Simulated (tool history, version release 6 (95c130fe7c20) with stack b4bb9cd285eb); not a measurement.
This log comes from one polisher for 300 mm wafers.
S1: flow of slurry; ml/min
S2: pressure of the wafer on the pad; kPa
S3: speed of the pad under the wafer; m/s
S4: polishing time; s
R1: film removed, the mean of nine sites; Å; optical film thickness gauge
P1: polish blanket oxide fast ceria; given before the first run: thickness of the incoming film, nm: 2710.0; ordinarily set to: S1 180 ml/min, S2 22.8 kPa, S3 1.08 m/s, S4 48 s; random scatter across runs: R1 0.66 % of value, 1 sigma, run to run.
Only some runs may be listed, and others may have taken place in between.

{"run": 1, "hour": 7.3, "S1": 180, "S2": 22.8, "S3": 1.08, "S4": 48, "R1": 10158.0}
{"run": 2, "hour": 14.2, "S1": 180, "S2": 11.0, "S3": 1.08, "S4": 48, "R1": 4872.7}
{"run": 3, "hour": 24.5, "S1": 285, "S2": 22.8, "S3": 1.08, "S4": 48, "R1": 10754.0}
{"run": 4, "hour": 34.4, "S1": 180, "S2": 22.8, "S3": 1.08, "S4": 48, "R1": 10056.0}
{"run": 5, "hour": 47.8, "S1": 180, "S2": 22.8, "S3": 1.08, "S4": 63, "R1": 13162.0}
{"run": 6, "hour": 61.0, "S1": 180, "S2": 22.8, "S3": 1.08, "S4": 23, "R1": 4907.3}
{"run": 7, "hour": 68.4, "S1": 180, "S2": 22.8, "S3": 1.4, "S4": 48, "R1": 13016.0}
{"run": 8, "hour": 81.5, "S1": 110, "S2": 22.8, "S3": 1.44, "S4": 48, "R1": 12295.0}
{"run": 9, "hour": 95.8, "S1": 180, "S2": 33.8, "S3": 1.08, "S4": 48, "R1": 14717.0}
{"run": 10, "hour": 105.7, "S1": 180, "S2": 33.8, "S3": 1.08, "S4": 35, "R1": 10887.0}
{"run": 11, "hour": 115.2, "S1": 180, "S2": 22.8, "S3": 1.08, "S4": 48, "R1": 9985.3}
{"run": 12, "hour": 128.8, "S1": 110, "S2": 22.8, "S3": 1.08, "S4": 48, "R1": 9142.6}
{"run": 13, "hour": 137.2, "S1": 180, "S2": 22.8, "S3": 0.66, "S4": 48, "R1": 6125.9}
{"run": 14, "hour": 145.7, "S1": 180, "S2": 32.4, "S3": 0.72, "S4": 48, "R1": 9492.0}
{"run": 15, "hour": 152.2, "S1": 180, "S2": 22.8, "S3": 1.08, "S4": 48, "R1": 10146.0}
{"run": 16, "hour": 164.1, "S1": 180, "S2": 22.8, "S3": 1.08, "S4": 48, "R1": 10121.0}
{"run": 17, "hour": 178.3, "S1": 180, "S2": 22.8, "S3": 1.08, "S4": 48, "R1": 10170.0}
{"run": 18, "hour": 189.9, "S1": 180, "S2": 22.8, "S3": 1.08, "S4": 48, "R1": 10126.0}

Forecast run 19:
{"run": 19, "hour": 204.6, "S1": 180, "S2": 22.8, "S3": 1.08, "S4": 48, "R1": "?"}

{"run 19": {"R1": 9998.9}}

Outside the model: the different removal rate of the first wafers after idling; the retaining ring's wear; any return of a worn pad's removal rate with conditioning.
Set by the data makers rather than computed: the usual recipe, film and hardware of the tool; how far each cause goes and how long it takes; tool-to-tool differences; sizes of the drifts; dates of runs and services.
